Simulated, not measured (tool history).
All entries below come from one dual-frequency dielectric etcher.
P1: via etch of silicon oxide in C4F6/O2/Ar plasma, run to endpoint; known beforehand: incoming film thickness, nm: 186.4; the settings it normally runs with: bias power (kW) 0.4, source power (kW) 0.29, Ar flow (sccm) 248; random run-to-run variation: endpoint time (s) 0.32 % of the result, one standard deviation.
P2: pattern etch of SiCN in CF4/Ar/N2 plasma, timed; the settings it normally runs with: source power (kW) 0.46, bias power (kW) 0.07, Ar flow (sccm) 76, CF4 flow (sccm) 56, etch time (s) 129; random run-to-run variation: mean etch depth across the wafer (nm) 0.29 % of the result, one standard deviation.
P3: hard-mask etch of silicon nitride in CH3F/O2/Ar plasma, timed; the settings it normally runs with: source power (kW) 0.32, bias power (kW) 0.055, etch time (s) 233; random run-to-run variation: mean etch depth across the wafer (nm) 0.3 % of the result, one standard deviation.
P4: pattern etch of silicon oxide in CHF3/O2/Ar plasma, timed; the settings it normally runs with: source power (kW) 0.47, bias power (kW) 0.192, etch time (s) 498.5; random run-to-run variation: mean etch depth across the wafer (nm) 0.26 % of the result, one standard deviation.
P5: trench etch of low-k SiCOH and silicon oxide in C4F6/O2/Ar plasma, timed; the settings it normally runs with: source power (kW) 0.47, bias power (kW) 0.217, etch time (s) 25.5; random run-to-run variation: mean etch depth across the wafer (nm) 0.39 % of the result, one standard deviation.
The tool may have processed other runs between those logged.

| run | day | process that ran | bias power (kW) | source power (kW) | Ar flow (sccm) | CF4 flow (sccm) | etch time (s) | hours since the last wet clean | hours since the last bias power generator calibration | hours since the last source power generator calibration | hours since the last Ar flow controller change | endpoint time (s) | mean etch depth across the wafer (nm) |
|---|---|---|---|---|---|---|---|---|---|---|---|---|---|
| 1 | 0.362 | P1 | 0.4 | 0.29 | 248 |  |  | 130 | 1197.7 | 518.4 | 2921.9 | 50.172 |  |
| 2 | 0.567 | P2 | 0.07 | 0.56 | 76 | 56 | 129 | 134.9 | 1202.6 | 523.3 | 2926.8 |  | 137.03 |
| 3 | 0.875 | P5 | 0.277 | 0.47 |  |  | 25.5 | 142.3 | 1210 | 530.7 | 2934.2 |  | 92.502 |
| 4 | 1.246 | P1 | 0.4 | 0.29 | 248 |  |  | 151.2 | 1218.9 | 539.6 | 2943.1 | 49.847 |  |
| 5 | 1.458 | P3 | 0.055 | 0.24 |  |  | 233 | 156.3 | 1224 | 544.7 | 2948.2 |  | 123.39 |
|  | 1.479 | Ar flow controller replaced |
| 6 | 1.725 | P3 | 0.055 | 0.32 |  |  | 290 | 162.7 | 1230.4 | 551.1 | 6 |  | 170.54 |
| 7 | 1.967 | P2 | 0.07 | 0.46 | 76 | 76 | 129 | 168.5 | 1236.2 | 556.9 | 11.8 |  | 120.69 |
| 8 | 2.242 | P5 | 0.217 | 0.47 |  |  | 25.5 | 175.1 | 1242.8 | 563.5 | 18.4 |  | 85.307 |
| 9 | 2.442 | P1 | 0.284 | 0.19 | 248 |  |  | 179.9 | 1247.6 | 568.3 | 23.2 | 66.376 |  |
| 10 | 2.746 | P1 | 0.4 | 0.29 | 248 |  |  | 187.2 | 1254.9 | 575.6 | 30.5 | 50.442 |  |
| 11 | 2.95 | P1 | 0.4 | 0.29 | 248 |  |  | 192.1 | 1259.8 | 580.5 | 35.4 | 50.119 |  |
| 12 | 3.196 | P1 | 0.4 | 0.2 | 248 |  |  | 198 | 1265.7 | 586.4 | 41.3 | 57.771 |  |
| 13 | 3.508 | P2 | 0.07 | 0.46 | 76 | 56 | 129 | 205.5 | 1273.2 | 593.9 | 48.8 |  | 115.52 |
| 14 | 3.733 | P4 | 0.192 | 0.47 |  |  | 654 | 210.9 | 1278.6 | 599.3 | 54.2 |  | 1226 |
| 15 | 3.967 | P1 | 0.303 | 0.29 | 248 |  |  | 216.5 | 1284.2 | 604.9 | 59.8 | 55.835 |  |
| 16 | 4.342 | P3 | 0.055 | 0.32 |  |  | 233 | 225.5 | 1293.2 | 613.9 | 68.8 |  | 136.7 |
| 17 | 4.733 | P4 | 0.122 | 0.47 |  |  | 498.5 | 234.9 | 1302.6 | 623.3 | 78.2 |  | 802.56 |
| 18 | 4.975 | P1 | 0.4 | 0.37 | 248 |  |  | 240.7 | 1308.4 | 629.1 | 84 | 45.784 |  |
| 19 | 5.296 | P1 | 0.4 | 0.29 | 248 |  |  | 248.4 | 1316.1 | 636.8 | 91.7 | 50.158 |  |
| 20 | 5.538 | P3 | 0.044 | 0.32 |  |  | 233 | 254.2 | 1321.9 | 642.6 | 97.5 |  | 128.17 |
| 21 | 5.908 | P5 | 0.217 | 0.28 |  |  | 25.5 | 263.1 | 1330.8 | 651.5 | 106.4 |  | 69.659 |
| 22 | 6.217 | P1 | 0.272 | 0.29 | 176 |  |  | 270.5 | 1338.2 | 658.9 | 113.8 | 55.59 |  |
| 23 | 6.462 | P1 | 0.4 | 0.29 | 248 |  |  | 276.4 | 1344.1 | 664.8 | 119.7 | 50.436 |  |
| 24 | 6.696 | P4 | 0.192 | 0.58 |  |  | 498.5 | 282 | 1349.7 | 670.4 | 125.3 |  | 1008.5 |
| 25 | 7.092 | P4 | 0.192 | 0.47 |  |  | 498.5 | 291.5 | 1359.2 | 679.9 | 134.8 |  | 932.41 |
| 26 | 7.479 | P2 | 0.044 | 0.46 | 76 | 56 | 129 | 300.8 | 1368.5 | 689.2 | 144.1 |  | 99.658 |
| 27 | 7.742 | P2 | 0.07 | 0.46 | 55 | 56 | 129 | 307.1 | 1374.8 | 695.5 | 150.4 |  | 120.31 |
| 28 | 8.125 | P1 | 0.524 | 0.29 | 248 |  |  | 316.3 | 1384 | 704.7 | 159.6 | 45.199 |  |
| 29 | 8.358 | P1 | 0.4 | 0.29 | 308 |  |  | 321.9 | 1389.6 | 710.3 | 165.2 | 51.715 |  |
| 30 | 8.779 | P2 | 0.07 | 0.46 | 76 | 56 | 71 | 332 | 1399.7 | 720.4 | 175.3 |  | 63.219 |
| 31 | 8.979 | P1 | 0.4 | 0.29 | 195 |  |  | 336.8 | 1404.5 | 725.2 | 180.1 | 48.893 |  |
| 32 | 9.396 | P5 | 0.217 | 0.47 |  |  | 25.5 | 346.8 | 1414.5 | 735.2 | 190.1 |  | 85.47 |
| 33 | 9.696 | P3 | 0.055 | 0.32 |  |  | 233 | 354 | 1421.7 | 742.4 | 197.3 |  | 137.82 |
| 34 | 10.121 | P5 | 0.217 | 0.47 |  |  | 31.5 | 364.2 | 1431.9 | 752.6 | 207.5 |  | 105.15 |
| 35 | 10.492 | P1 | 0.4 | 0.29 | 248 |  |  | 373.1 | 1440.8 | 761.5 | 216.4 | 50.055 |  |
| 36 | 10.7 | P1 | 0.4 | 0.29 | 248 |  |  | 378.1 | 1445.8 | 766.5 | 221.4 | 50.314 |  |
| 37 | 11.129 | P1 | 0.4 | 0.29 | 248 |  |  | 388.4 | 1456.1 | 776.8 | 231.7 | 50.219 |  |
| 38 | 11.433 | P1 | 0.4 | 0.29 | 248 |  |  | 395.7 | 1463.4 | 784.1 | 239 | 49.732 |  |
| 39 | 11.771 | P1 | 0.4 | 0.29 | 248 |  |  | 403.8 | 1471.5 | 792.2 | 247.1 | 49.588 |  |
|  | 12.1 | wet clean of the chamber |
| 40 | 12.162 | P1 | 0.4 | 0.29 | 248 |  |  | 1.5 | 1480.9 | 801.6 | 256.5 | 49.594 |  |
| 41 | 12.583 | P1 | 0.4 | 0.29 | 248 |  |  | 11.6 | 1491 | 811.7 | 266.6 | 49.179 |  |
|  | 12.7 | Ar flow controller replaced |
| 42 | 12.975 | P1 | 0.4 | 0.29 | 248 |  |  | 21 | 1500.4 | 821.1 | 6.7 | 49.1 |  |
| 43 | 13.392 | P1 | 0.4 | 0.29 | 248 |  |  | 31 | 1510.4 | 831.1 | 16.7 | 49.414 |  |
| 44 | 13.608 | P1 | 0.4 | 0.29 | 248 |  |  | 36.2 | 1515.6 | 836.3 | 21.9 | 49.381 |  |
| 45 | 13.921 | P1 | 0.4 | 0.29 | 248 |  |  | 43.7 | 1523.1 | 843.8 | 29.4 | 49.508 |  |
| 46 | 14.162 | P1 | 0.4 | 0.29 | 248 |  |  | 49.5 | 1528.9 | 849.6 | 35.2 | 49.322 |  |
| 47 | 14.488 | P1 | 0.4 | 0.29 | 248 |  |  | 57.3 | 1536.7 | 857.4 | 43 | 49.31 |  |

What P1 gives has crept away from where it was. These 2 causes fit the log equally well, each at the size given:
A: bias power that arrives over what is set, % = 4.47
B: source power that arrives over what is set, % = 4.44
The gradual shift began around day 10.7.
What rules out each remaining cause:
chamber walls in a state that raises the etch rate, %: work on it at day 12.1, done after the drift set in, did not restore what the process gave before
Ar flow that arrives under what is set, %: work on it at day 12.7, done after the drift set in, did not restore what the process gave before

Which of the 4 check runs listed below separates the causes, so that each cause would produce a clearly different result? Each run uses one wafer, and its results are marked with question marks.
| check 1 | 14.812 | P4 | 0.192 | 0.47 |  |  | 498.5 |  |  |  |  |  | ? |
| check 2 | 14.812 | P3 | 0.055 | 0.32 |  |  | 233 |  |  |  |  |  | ? |
| check 3 | 14.812 | P2 | 0.07 | 0.46 | 76 | 56 | 129 |  |  |  |  |  | ? |
| check 4 | 14.812 | P5 | 0.217 | 0.47 |  |  | 25.5 |  |  |  |  |  | ? |

What every check run would give for each of its results, assuming each possible cause in turn:
| check | result | if A | if B |
|---|---|---|---|
| check 1 | mean etch depth across the wafer (nm) | 946 | 947.22 |
| check 2 | mean etch depth across the wafer (nm) | 139.6 | 139.92 |
| check 3 | mean etch depth across the wafer (nm) | 117.14 | 119.9 |
| check 4 | mean etch depth across the wafer (nm) | 86.543 | 86.763 |
Separation of the two closest causes in each check, using whichever result separates them best: check 1 0.13 %; check 2 0.23 %; check 3 2.32 %; check 4 0.25 %
Only check 3 tells the causes apart: in the others they would give nearly the same result.

Check 3 has now been run. It gave: mean etch depth across the wafer (nm) 119.8. Which of the candidate causes is it?

It is B: source power that arrives over what is set, %.

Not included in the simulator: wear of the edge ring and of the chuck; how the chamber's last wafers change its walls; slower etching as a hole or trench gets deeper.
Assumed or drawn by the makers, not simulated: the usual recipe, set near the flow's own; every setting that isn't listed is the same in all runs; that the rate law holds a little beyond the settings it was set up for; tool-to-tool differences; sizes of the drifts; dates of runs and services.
